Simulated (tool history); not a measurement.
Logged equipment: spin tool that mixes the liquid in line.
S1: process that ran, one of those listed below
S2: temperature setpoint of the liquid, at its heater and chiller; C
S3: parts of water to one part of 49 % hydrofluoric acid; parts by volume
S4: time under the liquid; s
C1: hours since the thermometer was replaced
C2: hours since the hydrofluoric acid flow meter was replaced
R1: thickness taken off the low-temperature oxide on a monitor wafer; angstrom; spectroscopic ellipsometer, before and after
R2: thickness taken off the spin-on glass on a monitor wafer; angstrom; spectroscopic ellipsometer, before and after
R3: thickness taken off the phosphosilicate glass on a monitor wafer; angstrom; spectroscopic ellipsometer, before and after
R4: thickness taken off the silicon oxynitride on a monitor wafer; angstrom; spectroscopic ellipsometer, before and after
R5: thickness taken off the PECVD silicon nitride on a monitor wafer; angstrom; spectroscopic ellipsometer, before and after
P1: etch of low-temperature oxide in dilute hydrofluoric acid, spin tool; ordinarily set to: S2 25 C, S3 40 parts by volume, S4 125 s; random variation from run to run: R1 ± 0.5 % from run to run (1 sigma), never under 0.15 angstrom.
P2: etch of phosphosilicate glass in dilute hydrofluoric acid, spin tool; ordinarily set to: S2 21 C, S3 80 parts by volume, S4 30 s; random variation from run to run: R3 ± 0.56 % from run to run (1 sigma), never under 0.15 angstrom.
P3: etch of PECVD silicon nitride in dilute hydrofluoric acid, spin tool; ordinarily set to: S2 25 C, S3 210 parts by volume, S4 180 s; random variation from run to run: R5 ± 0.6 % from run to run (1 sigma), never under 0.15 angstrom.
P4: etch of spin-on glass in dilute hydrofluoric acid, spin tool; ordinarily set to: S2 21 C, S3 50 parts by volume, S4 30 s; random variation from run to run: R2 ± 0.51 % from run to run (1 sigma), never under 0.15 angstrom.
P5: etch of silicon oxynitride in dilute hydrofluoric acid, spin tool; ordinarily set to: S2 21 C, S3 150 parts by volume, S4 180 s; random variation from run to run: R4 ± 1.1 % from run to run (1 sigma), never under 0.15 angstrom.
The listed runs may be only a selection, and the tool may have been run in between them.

run   hour  S1    S2   S3   S4     C1      C2      R1      R2      R3      R4      R5
  1    6.1  P1    25   40  125  153.3  1053.3  459.61
  2   14.1  P4    21   50   55  161.3  1061.3          322.35
  3   20.1  P4  28.5   50   30  167.3  1067.3          238.99
  4   27.4  P2    17   80   30  174.6  1074.6                  564.87
  5   34.2  P5    21  210  180  181.4  1081.4                          14.527
  6   40.4  P4    21   50   30  187.6  1087.6           175.7
  7   52.5  P2    21   80   50  199.7  1099.7                  1117.3
  8   63.1  P1    32   40   20  210.3  1110.3  97.645
  9   69.4  P1    25   40  125  216.6  1116.6  459.46
 10   75.6  P1    25   40  125  222.8  1122.8  456.55
 11   84.2  P3  31.5  210  180  231.4  1131.4                                  57.414
 12   95.6  P5    17  150  180  242.8  1142.8                          17.414
 13  104.7  P1    25   40  220  251.9  1151.9  806.85
 14  111.4  P5    21  150  280  258.6  1158.6                          32.279
 15  124.3  P1  31.5   40  125  271.5  1171.5   596.8
 16  131.5  P5    21  150  180  278.7  1178.7                          20.902
 17    143  P2    21  125   30  290.2  1190.2                  405.35
 18  148.9  P1    25   40  125  296.1  1196.1  457.24
 19  157.2  P1    25   40   50  304.4  1204.4  183.94
 20    167  P1    19   40  125  314.2  1214.2  358.26
 21  178.8  P2    21   80   30    326    1226                  665.26
 22  189.8  P4    21   70   30    337    1237           122.1
 23  198.8  P5    21  150  180    346    1246                           21.08
 24  208.7  P3    25  210  315  355.9  1255.9                                  68.588
 25  221.2  P3    25  210  180  368.4  1268.4                                  39.309
 26    234  P1    25   20  125  381.2  1281.2  944.66
 27  245.8  P1    30   40   15    393    1293  67.003
 28  252.8  P2    21   80   30    400    1300                  669.56
 29  264.6  P1    25   75  125  411.8  1311.8  232.61
 30  273.1  P3    25   65  180  420.3  1320.3                                  125.71
 31  281.2  P1    25   40  125  428.4  1328.4  457.42
 32  294.2  P1    25   40  125  441.4  1341.4  444.32
 33  305.1  P1    25   40  125  452.3  1352.3  433.35
 34  315.2  P1    25   40  125  462.4  1362.4  432.64
 35  327.3  P1    25   40  125  474.5  1374.5  425.51
 36  333.4  P1    25   40  125  480.6  1380.6   422.3
 37  343.1  P1    25   40  125  490.3  1390.3  425.07
 38  350.5  P1    25   40  125  497.7  1397.7  422.49
 39  363.1  P1    25   40  125  510.3  1410.3  423.45
 40  373.7  P1    25   40  125  520.9  1420.9   420.5

The output of P1 has drifted from where it used to be. Each of the 2 causes below, taken at the size shown beside it, accounts for the log equally well:
A: hydrofluoric acid flow below the setpoint (%) = 7.44
B: liquid colder than its thermometer reads (K) = 1.97
Creep in the process output first set in at about hour 281.2.

Each of the check runs listed below is run on 2 wafers and reports their average, with the results left as question marks. Pick the one under which the possible causes would lead to clearly different results.
check 1  384.3  P3  25  210  180                           ?
check 2  384.3  P5  21  150  180                       ?
check 3  384.3  P4  21   50   30               ?
check 4  384.3  P2  21   80   30                   ?

Outcome of each check run for each possible cause:
  check  result    if A    if B
check 1      R5  36.275  34.605
check 2      R4  19.237  19.084
check 3      R2  162.23     162
check 4      R3  612.54  614.31
How far apart the two closest causes lie, in the result that separates them most: check 1 4.71 %; check 2 0.8 %; check 3 0.14 %; check 4 0.29 %
The causes can be told apart only by check 1. The other checks would give nearly the same results under each of them.

Here is what check 1 returned: R5 36.47 angstrom. Which cause is it?

It was cause A: hydrofluoric acid flow below the setpoint (%).

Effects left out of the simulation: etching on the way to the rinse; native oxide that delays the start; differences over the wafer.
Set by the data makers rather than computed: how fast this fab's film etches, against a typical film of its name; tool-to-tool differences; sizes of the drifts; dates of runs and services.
